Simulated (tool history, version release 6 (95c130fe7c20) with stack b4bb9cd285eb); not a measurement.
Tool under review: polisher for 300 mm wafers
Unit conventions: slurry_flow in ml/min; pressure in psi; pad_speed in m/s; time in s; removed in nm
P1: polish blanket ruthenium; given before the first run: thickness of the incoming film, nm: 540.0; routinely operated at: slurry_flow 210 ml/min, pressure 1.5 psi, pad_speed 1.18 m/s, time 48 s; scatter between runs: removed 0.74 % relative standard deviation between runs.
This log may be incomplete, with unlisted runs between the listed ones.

| run | day | slurry_flow | pressure | pad_speed | time | wafers polished on this pad | hours since the slurry nozzle was cleaned | hours since the head pressure was calibrated | removed |
|---|---|---|---|---|---|---|---|---|---|
| 1 | 0.308 | 210 | 1.5 | 1.18 | 48 | 473 | 161.2 | 304.2 | 52.421 |
| 2 | 0.792 | 210 | 2.0 | 1.18 | 22 | 608 | 172.8 | 315.8 | 31.502 |
| 3 | 1.217 | 295 | 1.5 | 1.18 | 48 | 726 | 183.0 | 326.0 | 54.008 |
| 4 | 1.521 | 210 | 1.5 | 1.18 | 48 | 811 | 190.3 | 333.3 | 52.087 |
| 5 | 1.867 | 210 | 1.5 | 0.54 | 48 | 907 | 198.6 | 341.6 | 23.572 |
| 6 | 2.167 | 210 | 1.1 | 1.54 | 48 | 991 | 205.8 | 348.8 | 49.575 |
| 7 | 2.654 | 210 | 1.5 | 1.18 | 48 | 1127 | 217.5 | 360.5 | 51.898 |
| 8 | 3.025 | 210 | 1.5 | 1.18 | 48 | 1230 | 226.4 | 369.4 | 51.393 |
| 9 | 3.462 | 210 | 1.5 | 1.18 | 48 | 1352 | 236.9 | 379.9 | 51.441 |
| 10 | 3.767 | 210 | 1.5 | 1.18 | 22 | 1437 | 244.2 | 387.2 | 23.732 |
| 11 | 4.246 | 125 | 1.5 | 1.18 | 48 | 1570 | 255.7 | 398.7 | 47.376 |
| 12 | 4.596 | 210 | 1.5 | 1.18 | 48 | 1668 | 264.1 | 407.1 | 52.252 |
| 13 | 5.092 | 210 | 0.7 | 1.18 | 48 | 1806 | 276.0 | 419.0 | 24.191 |
| 14 | 5.617 | 210 | 1.5 | 1.18 | 72 | 1952 | 288.6 | 431.6 | 78.432 |
| 15 | 5.988 | 210 | 2.3 | 1.18 | 48 | 2056 | 297.5 | 440.5 | 80.329 |
| 16 | 6.488 | 210 | 1.5 | 1.66 | 48 | 2195 | 309.5 | 452.5 | 72.935 |
| 17 | 6.975 | 325 | 2.0 | 1.18 | 48 | 2331 | 321.2 | 464.2 | 71.503 |
| 18 | 7.454 | 210 | 1.5 | 1.18 | 48 | 2464 | 332.7 | 475.7 | 51.104 |
| 19 | 7.921 | 210 | 1.5 | 1.18 | 48 | 2594 | 343.9 | 486.9 | 51.923 |
| 20 | 8.238 | 210 | 1.5 | 1.18 | 48 | 2683 | 351.5 | 494.5 | 52.111 |
| 21 | 8.533 | 210 | 1.5 | 1.18 | 48 | 2765 | 358.6 | 501.6 | 50.887 |
| 22 | 9.046 | 210 | 1.5 | 1.18 | 48 | 2908 | 370.9 | 513.9 | 49.944 |
| 23 | 9.625 | 210 | 1.5 | 1.18 | 48 | 3069 | 384.8 | 527.8 | 50.298 |
| 24 | 10.004 | 210 | 1.5 | 1.18 | 48 | 3175 | 393.9 | 536.9 | 49.531 |
|  | 10.125 | worn pad replaced by a new one |
| 25 | 10.625 | 210 | 1.5 | 1.18 | 48 | 139 | 408.8 | 551.8 | 48.758 |
| 26 | 11.138 | 210 | 1.5 | 1.18 | 48 | 282 | 421.1 | 564.1 | 48.691 |
| 27 | 11.517 | 210 | 1.5 | 1.18 | 48 | 388 | 430.2 | 573.2 | 48.753 |
| 28 | 11.988 | 210 | 1.5 | 1.18 | 48 | 519 | 441.5 | 584.5 | 49.498 |

Compared with where it was, what P1 gives has crept away. Each cause listed below fits the log as well as the rest, at the size given for it:
A: head's pressure below its setpoint, % = 5.58
B: slurry flow missing at the pad, % = 31.7
The gradual shift began around day 7.921.
Why every other cause is out:
removal rate lost through wear of the pad, %: work on it at day 10.125, done after the drift set in, did not restore what the process gave before

Which of the 4 check runs listed below, each an average over 3 wafers with its results shown as question marks, gives clearly different results under the different listed causes?
| check 1 | 12.458 | 210 | 1.5 | 1.50 | 48 |  |  |  | ? |
| check 2 | 12.458 | 125 | 2.1 | 1.18 | 48 |  |  |  | ? |
| check 3 | 12.458 | 210 | 1.0 | 1.18 | 48 |  |  |  | ? |
| check 4 | 12.458 | 210 | 1.5 | 0.54 | 48 |  |  |  | ? |

Predicted outcomes, by check and by cause:
| check | result | if A | if B |
|---|---|---|---|
| check 1 | removed | 62.219 | 62.226 |
| check 2 | removed | 63.037 | 60.900 |
| check 3 | removed | 32.631 | 32.634 |
| check 4 | removed | 22.399 | 22.401 |
Per-check spread between the two closest causes, in the result where they differ most: check 1 0.01 %; check 2 3.45 %; check 3 0.01 %; check 4 0.01 %
Of the check runs offered, only check 2 discriminates between the causes; the rest would read about the same regardless of which cause applies.

Check 2 has now been run. It gave: removed 60.512 nm. Which of the candidate causes is it?

The correct cause is B, namely: slurry flow missing at the pad, %.

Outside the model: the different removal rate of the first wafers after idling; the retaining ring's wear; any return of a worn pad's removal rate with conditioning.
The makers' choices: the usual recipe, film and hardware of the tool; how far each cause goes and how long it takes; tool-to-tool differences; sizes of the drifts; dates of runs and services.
